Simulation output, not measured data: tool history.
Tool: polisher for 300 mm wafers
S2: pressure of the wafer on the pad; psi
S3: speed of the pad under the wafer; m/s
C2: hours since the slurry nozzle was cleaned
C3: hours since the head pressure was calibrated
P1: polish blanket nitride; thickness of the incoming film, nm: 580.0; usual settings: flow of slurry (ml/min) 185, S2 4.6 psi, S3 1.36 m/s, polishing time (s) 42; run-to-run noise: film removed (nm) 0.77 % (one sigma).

Run 1, hour 6.0: flow of slurry (ml/min) 185, S2 4.6 psi, S3 1.36 m/s, polishing time (s) 42; wafers polished on this pad 806; C2 66.5; C3 341.4. Result: film removed (nm) 141.050.
Run 2, hour 10.5: flow of slurry (ml/min) 240, S2 4.6 psi, S3 1.36 m/s, polishing time (s) 42; wafers polished on this pad 887; C2 71.0; C3 345.9. Result: film removed (nm) 144.150.
Run 3, hour 13.8: flow of slurry (ml/min) 185, S2 2.9 psi, S3 1.36 m/s, polishing time (s) 42; wafers polished on this pad 946; C2 74.3; C3 349.2. Result: film removed (nm) 88.304.
Run 4, hour 18.7: flow of slurry (ml/min) 185, S2 4.6 psi, S3 1.36 m/s, polishing time (s) 42; wafers polished on this pad 1035; C2 79.2; C3 354.1. Result: film removed (nm) 138.920.
Run 5, hour 22.7: flow of slurry (ml/min) 185, S2 4.6 psi, S3 1.94 m/s, polishing time (s) 42; wafers polished on this pad 1107; C2 83.2; C3 358.1. Result: film removed (nm) 186.010.
Run 6, hour 30.1: flow of slurry (ml/min) 185, S2 4.6 psi, S3 0.80 m/s, polishing time (s) 25; wafers polished on this pad 1240; C2 90.6; C3 365.5. Result: film removed (nm) 53.730.
Run 7, hour 33.4: flow of slurry (ml/min) 185, S2 4.6 psi, S3 0.78 m/s, polishing time (s) 42; wafers polished on this pad 1299; C2 93.9; C3 368.8. Result: film removed (nm) 90.077.
Run 8, hour 39.7: flow of slurry (ml/min) 185, S2 4.6 psi, S3 1.36 m/s, polishing time (s) 42; wafers polished on this pad 1413; C2 100.2; C3 375.1. Result: film removed (nm) 141.520.
Run 9, hour 45.2: flow of slurry (ml/min) 185, S2 7.0 psi, S3 1.36 m/s, polishing time (s) 42; wafers polished on this pad 1512; C2 105.7; C3 380.6. Result: film removed (nm) 216.040.
Run 10, hour 50.9: flow of slurry (ml/min) 185, S2 4.6 psi, S3 1.36 m/s, polishing time (s) 19; wafers polished on this pad 1614; C2 111.4; C3 386.3. Result: film removed (nm) 64.182.
Run 11, hour 54.7: flow of slurry (ml/min) 185, S2 4.6 psi, S3 1.36 m/s, polishing time (s) 42; wafers polished on this pad 1682; C2 115.2; C3 390.1. Result: film removed (nm) 140.930.
Run 12, hour 61.7: flow of slurry (ml/min) 185, S2 4.6 psi, S3 1.36 m/s, polishing time (s) 42; wafers polished on this pad 1808; C2 122.2; C3 397.1. Result: film removed (nm) 138.450.
Run 13, hour 67.0: flow of slurry (ml/min) 185, S2 4.6 psi, S3 1.36 m/s, polishing time (s) 42; wafers polished on this pad 1904; C2 127.5; C3 402.4. Result: film removed (nm) 138.980.
Run 14, hour 72.9: flow of slurry (ml/min) 110, S2 4.6 psi, S3 1.36 m/s, polishing time (s) 42; wafers polished on this pad 2010; C2 133.4; C3 408.3. Result: film removed (nm) 128.180.

Expected results for the next run?
Run 15, hour 79.1: flow of slurry (ml/min) 185, S2 4.6 psi, S3 1.36 m/s, polishing time (s) 62; wafers polished on this pad 2122; C2 139.6; C3 414.5. Result: film removed (nm) ?.

{"run 15": {"film removed (nm)": 211.27}}
